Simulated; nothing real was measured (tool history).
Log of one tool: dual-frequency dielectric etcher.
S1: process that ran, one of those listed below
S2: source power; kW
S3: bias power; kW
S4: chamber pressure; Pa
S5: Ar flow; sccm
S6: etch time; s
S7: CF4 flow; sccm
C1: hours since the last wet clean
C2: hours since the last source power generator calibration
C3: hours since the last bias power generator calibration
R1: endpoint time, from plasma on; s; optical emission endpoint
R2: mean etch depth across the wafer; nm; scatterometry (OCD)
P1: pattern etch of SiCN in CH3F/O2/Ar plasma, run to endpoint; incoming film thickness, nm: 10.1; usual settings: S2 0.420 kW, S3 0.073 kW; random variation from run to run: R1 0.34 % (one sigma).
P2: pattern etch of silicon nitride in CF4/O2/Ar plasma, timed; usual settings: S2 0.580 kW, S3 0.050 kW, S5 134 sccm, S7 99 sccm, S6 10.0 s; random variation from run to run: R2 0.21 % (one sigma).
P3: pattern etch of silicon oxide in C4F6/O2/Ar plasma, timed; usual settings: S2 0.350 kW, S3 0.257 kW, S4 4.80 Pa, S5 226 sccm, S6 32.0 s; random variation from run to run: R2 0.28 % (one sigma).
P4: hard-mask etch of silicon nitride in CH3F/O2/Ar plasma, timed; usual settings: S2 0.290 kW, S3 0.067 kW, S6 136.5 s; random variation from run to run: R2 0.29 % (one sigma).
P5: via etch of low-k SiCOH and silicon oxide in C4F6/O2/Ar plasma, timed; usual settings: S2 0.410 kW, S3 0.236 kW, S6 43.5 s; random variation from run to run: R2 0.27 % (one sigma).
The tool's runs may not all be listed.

{"run": 1, "hour": 10.8, "S1": "P1", "S2": 0.42, "S3": 0.073, "C1": 128.4, "C2": 1064.4, "C3": 2333.2, "R1": 26.111}
{"run": 2, "hour": 21.4, "S1": "P3", "S2": 0.35, "S3": 0.182, "S4": 4.8, "S5": 226, "S6": 32.0, "C1": 139.0, "C2": 1075.0, "C3": 2343.8, "R2": 97.517}
{"run": 3, "hour": 31.8, "S1": "P1", "S2": 0.52, "S3": 0.073, "C1": 149.4, "C2": 1085.4, "C3": 2354.2, "R1": 24.071}
{"run": 4, "hour": 40.3, "S1": "P1", "S2": 0.42, "S3": 0.055, "C1": 157.9, "C2": 1093.9, "C3": 2362.7, "R1": 28.974}
{"run": 5, "hour": 49.4, "S1": "P1", "S2": 0.42, "S3": 0.073, "C1": 167.0, "C2": 1103.0, "C3": 2371.8, "R1": 26.159}
{"run": 6, "hour": 56.5, "S1": "P2", "S2": 0.58, "S3": 0.05, "S5": 134, "S6": 6.0, "S7": 99, "C1": 174.1, "C2": 1110.1, "C3": 2378.9, "R2": 12.28}
{"run": 7, "hour": 72.4, "S1": "P1", "S2": 0.32, "S3": 0.085, "C1": 190.0, "C2": 1126.0, "C3": 2394.8, "R1": 27.387}
{"run": 8, "hour": 82.7, "S1": "P3", "S2": 0.35, "S3": 0.257, "S4": 4.8, "S5": 285, "S6": 32.0, "C1": 200.3, "C2": 1136.3, "C3": 2405.1, "R2": 106.38}
{"run": 9, "hour": 90.4, "S1": "P4", "S2": 0.29, "S3": 0.047, "S6": 136.5, "C1": 208.0, "C2": 1144.0, "C3": 2412.8, "R2": 74.908}
{"run": 10, "hour": 100.2, "S1": "P2", "S2": 0.58, "S3": 0.069, "S5": 134, "S6": 10.0, "S7": 99, "C1": 217.8, "C2": 1153.8, "C3": 2422.6, "R2": 23.263}
{"run": 11, "hour": 113.3, "S1": "P5", "S2": 0.41, "S3": 0.236, "S6": 56.5, "C1": 230.9, "C2": 1166.9, "C3": 2435.7, "R2": 159.24}
{"run": 12, "hour": 126.0, "S1": "P1", "S2": 0.42, "S3": 0.073, "C1": 243.6, "C2": 1179.6, "C3": 2448.4, "R1": 26.187}
{"run": 13, "hour": 137.8, "S1": "P3", "S2": 0.35, "S3": 0.257, "S4": 4.8, "S5": 226, "S6": 32.0, "C1": 255.4, "C2": 1191.4, "C3": 2460.2, "R2": 109.56}
{"run": 14, "hour": 145.7, "S1": "P5", "S2": 0.41, "S3": 0.236, "S6": 43.5, "C1": 263.3, "C2": 1199.3, "C3": 2468.1, "R2": 122.75}
{"run": 15, "hour": 157.4, "S1": "P2", "S2": 0.58, "S3": 0.05, "S5": 134, "S6": 10.0, "S7": 77, "C1": 275.0, "C2": 1211.0, "C3": 2479.8, "R2": 19.77}
{"run": 16, "hour": 171.8, "S1": "P4", "S2": 0.17, "S3": 0.067, "S6": 136.5, "C1": 289.4, "C2": 1225.4, "C3": 2494.2, "R2": 68.85}
{"run": 17, "hour": 178.8, "S1": "P1", "S2": 0.42, "S3": 0.073, "C1": 296.4, "C2": 1232.4, "C3": 2501.2, "R1": 26.205}
{"run": 18, "hour": 192.5, "S1": "P2", "S2": 0.58, "S3": 0.05, "S5": 77, "S6": 10.0, "S7": 99, "C1": 310.1, "C2": 1246.1, "C3": 2514.9, "R2": 22.021}
{"run": 19, "hour": 208.1, "S1": "P5", "S2": 0.25, "S3": 0.236, "S6": 43.5, "C1": 325.7, "C2": 1261.7, "C3": 2530.5, "R2": 101.23}
{"run": 20, "hour": 218.9, "S1": "P1", "S2": 0.42, "S3": 0.093, "C1": 336.5, "C2": 1272.5, "C3": 2541.3, "R1": 23.944}
{"run": 21, "hour": 231.2, "S1": "P4", "S2": 0.29, "S3": 0.067, "S6": 136.5, "C1": 348.8, "C2": 1284.8, "C3": 2553.6, "R2": 84.408}
{"run": 22, "hour": 239.0, "S1": "P3", "S2": 0.35, "S3": 0.257, "S4": 4.8, "S5": 226, "S6": 19.5, "C1": 356.6, "C2": 1292.6, "C3": 2561.4, "R2": 66.829}
{"run": 23, "hour": 253.0, "S1": "P5", "S2": 0.41, "S3": 0.305, "S6": 43.5, "C1": 370.6, "C2": 1306.6, "C3": 2575.4, "R2": 132.93}
{"run": 24, "hour": 268.0, "S1": "P2", "S2": 0.37, "S3": 0.05, "S5": 134, "S6": 10.0, "S7": 99, "C1": 385.6, "C2": 1321.6, "C3": 2590.4, "R2": 13.973}
{"run": 25, "hour": 279.6, "S1": "P3", "S2": 0.35, "S3": 0.257, "S4": 4.8, "S5": 226, "S6": 32.0, "C1": 397.2, "C2": 1333.2, "C3": 2602.0, "R2": 109.45}
{"hour": 287.5, "done": "bias power generator calibrated"}
{"run": 26, "hour": 292.9, "S1": "P1", "S2": 0.26, "S3": 0.073, "C1": 410.5, "C2": 1346.5, "C3": 5.5, "R1": 31.188}
{"run": 27, "hour": 302.2, "S1": "P3", "S2": 0.43, "S3": 0.257, "S4": 4.8, "S5": 226, "S6": 32.0, "C1": 419.8, "C2": 1355.8, "C3": 14.8, "R2": 117.61}
{"run": 28, "hour": 313.2, "S1": "P2", "S2": 0.58, "S3": 0.05, "S5": 134, "S6": 10.0, "S7": 99, "C1": 430.8, "C2": 1366.8, "C3": 25.8, "R2": 20.483}
{"run": 29, "hour": 326.8, "S1": "P4", "S2": 0.29, "S3": 0.067, "S6": 183.5, "C1": 444.4, "C2": 1380.4, "C3": 39.4, "R2": 113.42}
{"run": 30, "hour": 336.7, "S1": "P3", "S2": 0.35, "S3": 0.257, "S4": 6.07, "S5": 226, "S6": 32.0, "C1": 454.3, "C2": 1390.3, "C3": 49.3, "R2": 106.18}
{"run": 31, "hour": 348.6, "S1": "P5", "S2": 0.41, "S3": 0.236, "S6": 43.5, "C1": 466.2, "C2": 1402.2, "C3": 61.2, "R2": 122.57}
{"run": 32, "hour": 356.6, "S1": "P1", "S2": 0.42, "S3": 0.073, "C1": 474.2, "C2": 1410.2, "C3": 69.2, "R1": 26.193}
{"run": 33, "hour": 363.9, "S1": "P1", "S2": 0.42, "S3": 0.073, "C1": 481.5, "C2": 1417.5, "C3": 76.5, "R1": 26.178}
{"run": 34, "hour": 370.9, "S1": "P1", "S2": 0.42, "S3": 0.073, "C1": 488.5, "C2": 1424.5, "C3": 83.5, "R1": 26.124}
{"run": 35, "hour": 383.1, "S1": "P1", "S2": 0.42, "S3": 0.073, "C1": 500.7, "C2": 1436.7, "C3": 95.7, "R1": 26.408}
{"run": 36, "hour": 397.4, "S1": "P1", "S2": 0.42, "S3": 0.073, "C1": 515.0, "C2": 1451.0, "C3": 110.0, "R1": 26.577}
{"run": 37, "hour": 408.8, "S1": "P1", "S2": 0.42, "S3": 0.073, "C1": 526.4, "C2": 1462.4, "C3": 121.4, "R1": 26.598}
{"hour": 417.7, "done": "wet clean of the chamber"}
{"run": 38, "hour": 421.5, "S1": "P1", "S2": 0.42, "S3": 0.073, "C1": 3.8, "C2": 1475.1, "C3": 134.1, "R1": 26.68}
{"run": 39, "hour": 431.5, "S1": "P1", "S2": 0.42, "S3": 0.073, "C1": 13.8, "C2": 1485.1, "C3": 144.1, "R1": 26.471}
{"run": 40, "hour": 439.2, "S1": "P1", "S2": 0.42, "S3": 0.073, "C1": 21.5, "C2": 1492.8, "C3": 151.8, "R1": 26.731}

What P1 gives has crept away from where it was. These 2 causes fit the log equally well, each at the size given:
A: source power that arrives under what is set, % = 4.39
B: bias power that arrives under what is set, % = 4.69
The creep began at about hour 370.9.
Why every other cause is out:
chamber walls in a state that lowers the etch rate, %: serviced at hour 417.7, which brought nothing back

4 check runs are offered, one wafer each, their results left as question marks. Which one tells the causes apart?
{"run": "check 1", "hour": 446.9, "S1": "P2", "S2": 0.58, "S3": 0.05, "S5": 134, "S6": 10.0, "S7": 99, "R2": "?"}
{"run": "check 2", "hour": 446.9, "S1": "P4", "S2": 0.29, "S3": 0.067, "S6": 136.5, "R2": "?"}
{"run": "check 3", "hour": 446.9, "S1": "P3", "S2": 0.35, "S3": 0.257, "S4": 4.8, "S5": 226, "S6": 32.0, "R2": "?"}
{"run": "check 4", "hour": 446.9, "S1": "P5", "S2": 0.41, "S3": 0.236, "S6": 43.5, "R2": "?"}

What each check would give under each cause:
check=check_1 result=R2 if_A=19.724 if_B=20.133
check=check_2 result=R2 if_A=82.842 if_B=82.877
check=check_3 result=R2 if_A=107.660 if_B=107.740
check=check_4 result=R2 if_A=120.460 if_B=120.620
How far apart the two closest causes lie, in the result that separates them most: check 1 2.05 %; check 2 0.04 %; check 3 0.07 %; check 4 0.13 %
Check 1 tells the causes apart: in the others they would give nearly the same result.

Check 1 was then run and gave: R2 19.726 nm. Which cause is it?

It is A: source power that arrives under what is set, %.
